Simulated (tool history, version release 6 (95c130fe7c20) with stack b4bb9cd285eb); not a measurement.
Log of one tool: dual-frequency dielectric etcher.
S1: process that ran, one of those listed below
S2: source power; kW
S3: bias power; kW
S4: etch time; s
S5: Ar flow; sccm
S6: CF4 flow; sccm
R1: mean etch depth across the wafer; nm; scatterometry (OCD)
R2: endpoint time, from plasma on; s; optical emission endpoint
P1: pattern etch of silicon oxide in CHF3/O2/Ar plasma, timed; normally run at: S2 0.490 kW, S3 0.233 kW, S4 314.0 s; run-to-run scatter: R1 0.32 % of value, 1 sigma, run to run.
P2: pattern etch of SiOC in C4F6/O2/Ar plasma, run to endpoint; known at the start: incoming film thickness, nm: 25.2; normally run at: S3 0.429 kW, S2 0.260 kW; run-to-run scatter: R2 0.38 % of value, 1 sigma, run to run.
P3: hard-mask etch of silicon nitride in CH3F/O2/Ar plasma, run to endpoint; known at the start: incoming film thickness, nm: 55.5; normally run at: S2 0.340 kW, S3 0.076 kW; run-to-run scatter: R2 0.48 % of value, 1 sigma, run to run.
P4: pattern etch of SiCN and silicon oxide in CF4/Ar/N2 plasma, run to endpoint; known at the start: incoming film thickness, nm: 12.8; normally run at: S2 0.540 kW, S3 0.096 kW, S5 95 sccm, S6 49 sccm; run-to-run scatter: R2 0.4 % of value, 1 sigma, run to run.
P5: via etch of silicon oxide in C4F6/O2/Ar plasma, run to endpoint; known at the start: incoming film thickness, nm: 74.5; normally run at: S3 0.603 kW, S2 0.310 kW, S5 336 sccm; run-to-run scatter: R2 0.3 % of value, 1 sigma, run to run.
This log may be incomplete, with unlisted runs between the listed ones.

Run 1, day 0.112: S1 P1, S2 0.490 kW, S3 0.233 kW, S4 314.0 s. Result: R1 607.37 nm.
Run 2, day 0.304: S1 P4, S2 0.540 kW, S3 0.096 kW, S5 75 sccm, S6 49 sccm. Result: R2 11.4180 s.
Run 3, day 0.408: S1 P1, S2 0.490 kW, S3 0.233 kW, S4 314.0 s. Result: R1 605.35 nm.
Run 4, day 0.500: S1 P1, S2 0.490 kW, S3 0.233 kW, S4 314.0 s. Result: R1 606.84 nm.
Run 5, day 0.638: S1 P1, S2 0.490 kW, S3 0.233 kW, S4 314.0 s. Result: R1 608.04 nm.
Run 6, day 0.854: S1 P4, S2 0.700 kW, S3 0.096 kW, S5 95 sccm, S6 49 sccm. Result: R2 9.4951 s.
Run 7, day 1.017: S1 P3, S2 0.340 kW, S3 0.050 kW. Result: R2 94.9150 s.
Run 8, day 1.167: S1 P5, S2 0.310 kW, S3 0.603 kW, S5 336 sccm. Result: R2 17.5740 s.
Run 9, day 1.354: S1 P1, S2 0.490 kW, S3 0.324 kW, S4 429.5 s. Result: R1 932.67 nm.
Run 10, day 1.475: S1 P1, S2 0.640 kW, S3 0.144 kW, S4 314.0 s. Result: R1 571.42 nm.
Run 11, day 1.683: S1 P1, S2 0.490 kW, S3 0.187 kW, S4 314.0 s. Result: R1 561.43 nm.
Run 12, day 1.808: S1 P4, S2 0.540 kW, S3 0.056 kW, S5 95 sccm, S6 49 sccm. Result: R2 14.2850 s.
Run 13, day 2.025: S1 P1, S2 0.490 kW, S3 0.233 kW, S4 314.0 s. Result: R1 607.42 nm.
Run 14, day 2.229: S1 P5, S2 0.310 kW, S3 0.781 kW, S5 336 sccm. Result: R2 15.7840 s.
Run 15, day 2.346: S1 P2, S2 0.340 kW, S3 0.429 kW. Result: R2 9.9923 s.
Run 16, day 2.467: S1 P3, S2 0.410 kW, S3 0.076 kW. Result: R2 76.9510 s.
Run 17, day 2.592: S1 P3, S2 0.340 kW, S3 0.076 kW. Result: R2 82.0240 s.
Run 18, day 2.696: S1 P1, S2 0.490 kW, S3 0.233 kW, S4 406.0 s. Result: R1 787.03 nm.
Run 19, day 2.892: S1 P1, S2 0.490 kW, S3 0.284 kW, S4 314.0 s. Result: R1 651.38 nm.
Run 20, day 3.021: S1 P2, S2 0.260 kW, S3 0.582 kW. Result: R2 9.6683 s.
Run 21, day 3.221: S1 P1, S2 0.390 kW, S3 0.233 kW, S4 314.0 s. Result: R1 557.15 nm.
Run 22, day 3.412: S1 P5, S2 0.310 kW, S3 0.603 kW, S5 336 sccm. Result: R2 17.5370 s.
Run 23, day 3.617: S1 P1, S2 0.490 kW, S3 0.233 kW, S4 173.5 s. Result: R1 335.71 nm.
Run 24, day 3.758: S1 P5, S2 0.310 kW, S3 0.603 kW, S5 271 sccm. Result: R2 17.1530 s.
Run 25, day 3.967: S1 P1, S2 0.490 kW, S3 0.233 kW, S4 314.0 s. Result: R1 607.87 nm.
Run 26, day 4.067: S1 P1, S2 0.590 kW, S3 0.233 kW, S4 314.0 s. Result: R1 649.47 nm.
At day 4.179: source power generator calibrated.
Run 27, day 4.204: S1 P5, S2 0.410 kW, S3 0.603 kW, S5 336 sccm. Result: R2 15.8190 s.
Run 28, day 4.362: S1 P4, S2 0.540 kW, S3 0.096 kW, S5 95 sccm, S6 49 sccm. Result: R2 11.8180 s.
Run 29, day 4.488: S1 P2, S2 0.260 kW, S3 0.429 kW. Result: R2 10.9570 s.
Run 30, day 4.708: S1 P1, S2 0.490 kW, S3 0.233 kW, S4 314.0 s. Result: R1 607.61 nm.
Run 31, day 4.804: S1 P4, S2 0.540 kW, S3 0.096 kW, S5 95 sccm, S6 40 sccm. Result: R2 12.2070 s.
Run 32, day 4.992: S1 P1, S2 0.330 kW, S3 0.160 kW, S4 314.0 s. Result: R1 459.99 nm.
Run 33, day 5.175: S1 P1, S2 0.490 kW, S3 0.233 kW, S4 314.0 s. Result: R1 607.05 nm.
Run 34, day 5.350: S1 P1, S2 0.490 kW, S3 0.233 kW, S4 314.0 s. Result: R1 611.47 nm.
Run 35, day 5.458: S1 P1, S2 0.490 kW, S3 0.233 kW, S4 314.0 s. Result: R1 617.41 nm.
At day 5.525: wet clean of the chamber.
Run 36, day 5.667: S1 P1, S2 0.490 kW, S3 0.233 kW, S4 314.0 s. Result: R1 618.64 nm.
Run 37, day 5.788: S1 P1, S2 0.490 kW, S3 0.233 kW, S4 314.0 s. Result: R1 618.27 nm.
Run 38, day 5.942: S1 P1, S2 0.490 kW, S3 0.233 kW, S4 314.0 s. Result: R1 617.24 nm.
Run 39, day 6.079: S1 P1, S2 0.490 kW, S3 0.233 kW, S4 314.0 s. Result: R1 617.61 nm.

The output of P1 has drifted from where it used to be. Each of the 2 causes below, taken at the size shown beside it, accounts for the log equally well:
A: bias power that arrives over what is set, % = 4.56
B: source power that arrives over what is set, % = 4.35
The creep began at about day 5.175.
Each remaining cause and why it is not a fit:
chamber walls in a state that raises the etch rate, %: maintenance at day 5.525, after the shift began, did not return the process to its former output

Which of the 4 check runs listed below, each an average over 2 wafers with its results shown as question marks, gives clearly different results under the different listed causes?
Run check 1, day 6.217: S1 P3, S2 0.340 kW, S3 0.076 kW. Result: R2 ?.
Run check 2, day 6.217: S1 P4, S2 0.540 kW, S3 0.096 kW, S5 95 sccm, S6 49 sccm. Result: R2 ?.
Run check 3, day 6.217: S1 P5, S2 0.310 kW, S3 0.603 kW, S5 336 sccm. Result: R2 ?.
Run check 4, day 6.217: S1 P2, S2 0.260 kW, S3 0.429 kW. Result: R2 ?.

Predicted outcomes, by check and by cause:
  check  result     if A     if B
check 1      R2  81.2210  81.1950
check 2      R2  11.6260  11.3890
check 3      R2  17.2420  17.2730
check 4      R2  10.7370  10.7480
Minimum pairwise separation of causes per check, each pair taken at its best-separating result: check 1 0.03 %; check 2 2.06 %; check 3 0.18 %; check 4 0.1 %
The other checks would show nearly matching results whichever cause is true, so check 2 is the only one that separates the causes.

Check 2 has now been run. It gave: R2 11.3970 s. Which of the candidate causes is it?

The correct cause is B, namely: source power that arrives over what is set, %.

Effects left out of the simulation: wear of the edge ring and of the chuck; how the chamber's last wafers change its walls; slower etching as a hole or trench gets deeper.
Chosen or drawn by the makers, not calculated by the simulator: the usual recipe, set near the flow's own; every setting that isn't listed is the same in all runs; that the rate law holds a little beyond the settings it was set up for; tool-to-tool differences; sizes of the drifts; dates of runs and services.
